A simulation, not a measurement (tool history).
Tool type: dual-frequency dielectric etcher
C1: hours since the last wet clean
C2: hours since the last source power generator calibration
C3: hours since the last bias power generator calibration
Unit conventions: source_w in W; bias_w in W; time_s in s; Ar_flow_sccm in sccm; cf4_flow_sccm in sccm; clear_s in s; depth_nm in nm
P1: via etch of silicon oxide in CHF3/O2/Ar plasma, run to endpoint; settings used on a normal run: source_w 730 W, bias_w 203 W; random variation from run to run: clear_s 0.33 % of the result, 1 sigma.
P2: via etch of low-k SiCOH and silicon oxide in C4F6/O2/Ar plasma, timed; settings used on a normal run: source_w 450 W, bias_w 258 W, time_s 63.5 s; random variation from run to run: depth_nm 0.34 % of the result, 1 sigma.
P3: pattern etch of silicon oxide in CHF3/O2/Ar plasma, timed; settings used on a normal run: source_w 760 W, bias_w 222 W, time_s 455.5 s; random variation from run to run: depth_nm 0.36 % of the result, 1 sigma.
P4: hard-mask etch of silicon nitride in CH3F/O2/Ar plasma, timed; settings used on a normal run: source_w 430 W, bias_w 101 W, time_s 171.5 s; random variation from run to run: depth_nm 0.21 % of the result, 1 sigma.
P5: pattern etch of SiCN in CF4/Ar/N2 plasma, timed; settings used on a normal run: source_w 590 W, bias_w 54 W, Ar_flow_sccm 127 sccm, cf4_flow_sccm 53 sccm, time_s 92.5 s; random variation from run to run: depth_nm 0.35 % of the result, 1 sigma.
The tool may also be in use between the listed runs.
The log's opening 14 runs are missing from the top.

run 15 hour=52.4 | process=P4 source_w=600 bias_w=101 time_s=171.5 | C1=264.6 C2=2230.7 C3=1127.1 | depth_nm=160.000
run 16 hour=57.1 | process=P5 source_w=590 bias_w=54 time_s=92.5 Ar_flow_sccm=127 cf4_flow_sccm=66 | C1=269.3 C2=2235.4 C3=1131.8 | depth_nm=86.379
run 17 hour=60.4 | process=P4 source_w=430 bias_w=81 time_s=171.5 | C1=272.6 C2=2238.7 C3=1135.1 | depth_nm=131.250
run 18 hour=65.0 | process=P4 source_w=430 bias_w=101 time_s=171.5 | C1=277.2 C2=2243.3 C3=1139.7 | depth_nm=141.810
run 19 hour=69.2 | process=P5 source_w=590 bias_w=54 time_s=92.5 Ar_flow_sccm=152 cf4_flow_sccm=53 | C1=281.4 C2=2247.5 C3=1143.9 | depth_nm=79.614
run 20 hour=73.7 | process=P5 source_w=590 bias_w=54 time_s=92.5 Ar_flow_sccm=127 cf4_flow_sccm=53 | C1=285.9 C2=2252.0 C3=1148.4 | depth_nm=82.656
run 21 hour=75.9 | process=P2 source_w=600 bias_w=258 time_s=63.5 | C1=288.1 C2=2254.2 C3=1150.6 | depth_nm=231.500
run 22 hour=80.3 | process=P3 source_w=760 bias_w=222 time_s=455.5 | C1=292.5 C2=2258.6 C3=1155.0 | depth_nm=1043.400
run 23 hour=84.5 | process=P5 source_w=590 bias_w=54 time_s=92.5 Ar_flow_sccm=127 cf4_flow_sccm=53 | C1=296.7 C2=2262.8 C3=1159.2 | depth_nm=82.141
run 24 hour=87.9 | process=P4 source_w=430 bias_w=101 time_s=171.5 | C1=300.1 C2=2266.2 C3=1162.6 | depth_nm=141.160
run 25 hour=90.3 | process=P1 source_w=860 bias_w=203 | C1=302.5 C2=2268.6 C3=1165.0 | clear_s=291.29
run 26 hour=95.1 | process=P1 source_w=730 bias_w=203 | C1=307.3 C2=2273.4 C3=1169.8 | clear_s=310.13
run 27 hour=97.4 | process=P2 source_w=450 bias_w=168 time_s=63.5 | C1=309.6 C2=2275.7 C3=1172.1 | depth_nm=178.980
run 28 hour=102.4 | process=P2 source_w=450 bias_w=258 time_s=41.0 | C1=314.6 C2=2280.7 C3=1177.1 | depth_nm=133.180
run 29 hour=104.8 | process=P2 source_w=450 bias_w=258 time_s=63.5 | C1=317.0 C2=2283.1 C3=1179.5 | depth_nm=205.970

Predict the results of run 30:
run 30 hour=109.1 | process=P1 source_w=730 bias_w=273 | C1=321.3 C2=2287.4 C3=1183.8 | clear_s=?

Run 30 came out at clear_s 281.25 s.
